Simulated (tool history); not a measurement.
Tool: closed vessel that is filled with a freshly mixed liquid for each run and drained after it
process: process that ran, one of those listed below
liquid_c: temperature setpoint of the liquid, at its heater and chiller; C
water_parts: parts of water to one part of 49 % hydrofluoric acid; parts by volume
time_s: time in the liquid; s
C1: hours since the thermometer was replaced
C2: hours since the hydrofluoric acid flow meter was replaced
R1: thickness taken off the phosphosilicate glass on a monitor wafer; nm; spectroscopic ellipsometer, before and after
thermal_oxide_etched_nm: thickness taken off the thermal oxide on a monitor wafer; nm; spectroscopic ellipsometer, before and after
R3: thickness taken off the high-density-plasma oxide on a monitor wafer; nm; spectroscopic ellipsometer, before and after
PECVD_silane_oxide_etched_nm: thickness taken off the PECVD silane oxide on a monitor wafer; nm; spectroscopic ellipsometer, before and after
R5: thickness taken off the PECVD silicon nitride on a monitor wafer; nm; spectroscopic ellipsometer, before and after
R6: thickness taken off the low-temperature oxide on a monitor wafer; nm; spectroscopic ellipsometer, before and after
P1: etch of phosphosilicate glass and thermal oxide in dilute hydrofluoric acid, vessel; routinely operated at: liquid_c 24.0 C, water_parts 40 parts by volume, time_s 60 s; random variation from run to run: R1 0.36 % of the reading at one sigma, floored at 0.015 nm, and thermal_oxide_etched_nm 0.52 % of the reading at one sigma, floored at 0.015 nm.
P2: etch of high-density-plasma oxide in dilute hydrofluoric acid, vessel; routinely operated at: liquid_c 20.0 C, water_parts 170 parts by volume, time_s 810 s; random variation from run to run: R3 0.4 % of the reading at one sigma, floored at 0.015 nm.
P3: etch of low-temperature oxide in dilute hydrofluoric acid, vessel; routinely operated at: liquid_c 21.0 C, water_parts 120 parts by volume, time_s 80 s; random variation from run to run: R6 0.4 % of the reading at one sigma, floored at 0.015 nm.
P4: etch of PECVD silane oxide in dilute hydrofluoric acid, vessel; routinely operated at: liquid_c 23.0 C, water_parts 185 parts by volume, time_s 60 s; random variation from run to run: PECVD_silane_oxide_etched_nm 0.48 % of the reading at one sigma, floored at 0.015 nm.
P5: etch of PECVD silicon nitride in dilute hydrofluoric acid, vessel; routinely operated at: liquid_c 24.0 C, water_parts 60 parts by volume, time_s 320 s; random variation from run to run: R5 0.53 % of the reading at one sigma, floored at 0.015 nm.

Run 1, hour 5.7: process P1, liquid_c 24.0 C, water_parts 40 parts by volume, time_s 60 s; C1 529.2; C2 1029.1. Result: R1 220.260 nm, thermal_oxide_etched_nm 7.9331 nm.
Run 2, hour 9.8: process P2, liquid_c 20.0 C, water_parts 30 parts by volume, time_s 810 s; C1 533.3; C2 1033.2. Result: R3 161.570 nm.
Run 3, hour 14.9: process P4, liquid_c 17.0 C, water_parts 185 parts by volume, time_s 60 s; C1 538.4; C2 1038.3. Result: PECVD_silane_oxide_etched_nm 5.3202 nm.
Run 4, hour 20.4: process P1, liquid_c 18.0 C, water_parts 40 parts by volume, time_s 60 s; C1 543.9; C2 1043.8. Result: R1 171.820 nm, thermal_oxide_etched_nm 6.1423 nm.
Run 5, hour 27.8: process P1, liquid_c 24.0 C, water_parts 40 parts by volume, time_s 60 s; C1 551.3; C2 1051.2. Result: R1 221.340 nm, thermal_oxide_etched_nm 7.9063 nm.
Run 6, hour 32.8: process P1, liquid_c 24.0 C, water_parts 40 parts by volume, time_s 30 s; C1 556.3; C2 1056.2. Result: R1 110.480 nm, thermal_oxide_etched_nm 3.9289 nm.
Run 7, hour 36.5: process P2, liquid_c 17.0 C, water_parts 170 parts by volume, time_s 810 s; C1 560.0; C2 1059.9. Result: R3 21.512 nm.
Run 8, hour 43.3: process P2, liquid_c 20.0 C, water_parts 170 parts by volume, time_s 1560 s; C1 566.8; C2 1066.7. Result: R3 47.192 nm.
Run 9, hour 50.7: process P5, liquid_c 24.0 C, water_parts 40 parts by volume, time_s 320 s; C1 574.2; C2 1074.1. Result: R5 24.314 nm.
Run 10, hour 56.2: process P2, liquid_c 20.0 C, water_parts 170 parts by volume, time_s 810 s; C1 579.7; C2 1079.6. Result: R3 24.223 nm.
Run 11, hour 61.0: process P1, liquid_c 24.0 C, water_parts 20 parts by volume, time_s 60 s; C1 584.5; C2 1084.4. Result: R1 454.150 nm, thermal_oxide_etched_nm 16.2590 nm.
Run 12, hour 64.9: process P1, liquid_c 24.0 C, water_parts 40 parts by volume, time_s 60 s; C1 588.4; C2 1088.3. Result: R1 220.490 nm, thermal_oxide_etched_nm 7.9133 nm.
Run 13, hour 72.1: process P5, liquid_c 17.5 C, water_parts 60 parts by volume, time_s 320 s; C1 595.6; C2 1095.5. Result: R5 10.417 nm.
Run 14, hour 79.7: process P4, liquid_c 23.0 C, water_parts 185 parts by volume, time_s 115 s; C1 603.2; C2 1103.1. Result: PECVD_silane_oxide_etched_nm 12.7190 nm.
Run 15, hour 83.5: process P3, liquid_c 21.0 C, water_parts 165 parts by volume, time_s 80 s; C1 607.0; C2 1106.9. Result: R6 6.8329 nm.
Run 16, hour 91.0: process P1, liquid_c 24.0 C, water_parts 40 parts by volume, time_s 60 s; C1 614.5; C2 1114.4. Result: R1 220.690 nm, thermal_oxide_etched_nm 7.9059 nm.
Run 17, hour 96.2: process P1, liquid_c 24.0 C, water_parts 40 parts by volume, time_s 105 s; C1 619.7; C2 1119.6. Result: R1 388.000 nm, thermal_oxide_etched_nm 13.7890 nm.
Run 18, hour 100.7: process P3, liquid_c 21.0 C, water_parts 120 parts by volume, time_s 160 s; C1 624.2; C2 1124.1. Result: R6 19.7510 nm.
Run 19, hour 104.5: process P1, liquid_c 24.0 C, water_parts 70 parts by volume, time_s 60 s; C1 628.0; C2 1127.9. Result: R1 121.190 nm, thermal_oxide_etched_nm 4.3098 nm.
Run 20, hour 110.6: process P5, liquid_c 24.0 C, water_parts 60 parts by volume, time_s 320 s; C1 634.1; C2 1134.0. Result: R5 16.502 nm.
At hour 113.4: hydrofluoric acid flow meter replaced.
Run 21, hour 114.3: process P4, liquid_c 23.0 C, water_parts 90 parts by volume, time_s 60 s; C1 637.8; C2 0.9. Result: PECVD_silane_oxide_etched_nm 15.3180 nm.
Run 22, hour 120.6: process P1, liquid_c 30.5 C, water_parts 40 parts by volume, time_s 60 s; C1 644.1; C2 7.2. Result: R1 286.500 nm, thermal_oxide_etched_nm 10.3050 nm.
Run 23, hour 127.0: process P1, liquid_c 24.0 C, water_parts 60 parts by volume, time_s 30 s; C1 650.5; C2 13.6. Result: R1 72.305 nm, thermal_oxide_etched_nm 2.5464 nm.
Run 24, hour 132.9: process P1, liquid_c 24.0 C, water_parts 40 parts by volume, time_s 60 s; C1 656.4; C2 19.5. Result: R1 221.050 nm, thermal_oxide_etched_nm 7.9339 nm.
Run 25, hour 139.3: process P5, liquid_c 24.0 C, water_parts 60 parts by volume, time_s 625 s; C1 662.8; C2 25.9. Result: R5 31.878 nm.
Run 26, hour 145.3: process P1, liquid_c 24.0 C, water_parts 40 parts by volume, time_s 60 s; C1 668.8; C2 31.9. Result: R1 220.220 nm, thermal_oxide_etched_nm 7.8970 nm.
Run 27, hour 150.8: process P1, liquid_c 30.0 C, water_parts 40 parts by volume, time_s 105 s; C1 674.3; C2 37.4. Result: R1 490.960 nm, thermal_oxide_etched_nm 17.6010 nm.
Run 28, hour 155.4: process P3, liquid_c 17.0 C, water_parts 120 parts by volume, time_s 80 s; C1 678.9; C2 42.0. Result: R6 8.3668 nm.
Run 29, hour 159.0: process P3, liquid_c 21.0 C, water_parts 120 parts by volume, time_s 80 s; C1 682.5; C2 45.6. Result: R6 9.9383 nm.
Run 30, hour 165.8: process P1, liquid_c 24.0 C, water_parts 40 parts by volume, time_s 60 s; C1 689.3; C2 52.4. Result: R1 219.160 nm, thermal_oxide_etched_nm 7.8960 nm.
Run 31, hour 170.9: process P4, liquid_c 23.0 C, water_parts 185 parts by volume, time_s 60 s; C1 694.4; C2 57.5. Result: PECVD_silane_oxide_etched_nm 6.6877 nm.
Run 32, hour 176.1: process P1, liquid_c 24.0 C, water_parts 40 parts by volume, time_s 60 s; C1 699.6; C2 62.7. Result: R1 221.430 nm, thermal_oxide_etched_nm 7.8715 nm.
Run 33, hour 183.8: process P1, liquid_c 24.0 C, water_parts 40 parts by volume, time_s 60 s; C1 707.3; C2 70.4. Result: R1 214.970 nm, thermal_oxide_etched_nm 7.6416 nm.
Run 34, hour 191.0: process P1, liquid_c 24.0 C, water_parts 40 parts by volume, time_s 60 s; C1 714.5; C2 77.6. Result: R1 210.040 nm, thermal_oxide_etched_nm 7.4438 nm.
Run 35, hour 199.1: process P1, liquid_c 24.0 C, water_parts 40 parts by volume, time_s 60 s; C1 722.6; C2 85.7. Result: R1 205.420 nm, thermal_oxide_etched_nm 7.3614 nm.
Run 36, hour 207.0: process P1, liquid_c 24.0 C, water_parts 40 parts by volume, time_s 60 s; C1 730.5; C2 93.6. Result: R1 205.110 nm, thermal_oxide_etched_nm 7.3605 nm.
Run 37, hour 213.7: process P1, liquid_c 24.0 C, water_parts 40 parts by volume, time_s 60 s; C1 737.2; C2 100.3. Result: R1 202.960 nm, thermal_oxide_etched_nm 7.2570 nm.
Run 38, hour 219.3: process P1, liquid_c 24.0 C, water_parts 40 parts by volume, time_s 60 s; C1 742.8; C2 105.9. Result: R1 204.220 nm, thermal_oxide_etched_nm 7.2498 nm.
Run 39, hour 225.8: process P1, liquid_c 24.0 C, water_parts 40 parts by volume, time_s 60 s; C1 749.3; C2 112.4. Result: R1 203.880 nm, thermal_oxide_etched_nm 7.2779 nm.
Run 40, hour 232.2: process P1, liquid_c 24.0 C, water_parts 40 parts by volume, time_s 60 s; C1 755.7; C2 118.8. Result: R1 203.040 nm, thermal_oxide_etched_nm 7.2256 nm.
Run 41, hour 236.2: process P1, liquid_c 24.0 C, water_parts 40 parts by volume, time_s 60 s; C1 759.7; C2 122.8. Result: R1 201.510 nm, thermal_oxide_etched_nm 7.2533 nm.

What P1 gives has crept off from where it sat before. The 2 causes that follow fit the log equally well, each at the size noted:
A: liquid colder than its thermometer reads (K) = 2.02
B: hydrofluoric acid flow below the setpoint (%) = 7.7
The drift started at roughly hour 176.1.

4 check runs are offered, one wafer each, their results left as question marks. Which one tells the causes apart?
Run check 1, hour 240.2: process P2, liquid_c 20.0 C, water_parts 50 parts by volume, time_s 1230 s. Result: R3 ?.
Run check 2, hour 240.2: process P3, liquid_c 17.0 C, water_parts 120 parts by volume, time_s 80 s. Result: R6 ?.
Run check 3, hour 240.2: process P4, liquid_c 17.0 C, water_parts 185 parts by volume, time_s 115 s. Result: PECVD_silane_oxide_etched_nm ?.
Run check 4, hour 240.2: process P5, liquid_c 24.0 C, water_parts 60 parts by volume, time_s 500 s. Result: R5 ?.

How each check would come out, cause by cause:
  check                        result     if A     if B
check 1                            R3  131.890  132.070
check 2                            R6   7.7218   7.6823
check 3  PECVD_silane_oxide_etched_nm   9.3508   9.2368
check 4                            R5   22.326   23.655
Gap, in per cent, between the two causes that each check separates least, read from the result that separates them most: check 1 0.14 %; check 2 0.51 %; check 3 1.23 %; check 4 5.78 %
Only check 4 tells the causes apart: in the others they would give nearly the same result.

Running check 4 produced the following: R5 22.376 nm. Which one of the listed causes fits?

A is the cause: liquid colder than its thermometer reads (K).

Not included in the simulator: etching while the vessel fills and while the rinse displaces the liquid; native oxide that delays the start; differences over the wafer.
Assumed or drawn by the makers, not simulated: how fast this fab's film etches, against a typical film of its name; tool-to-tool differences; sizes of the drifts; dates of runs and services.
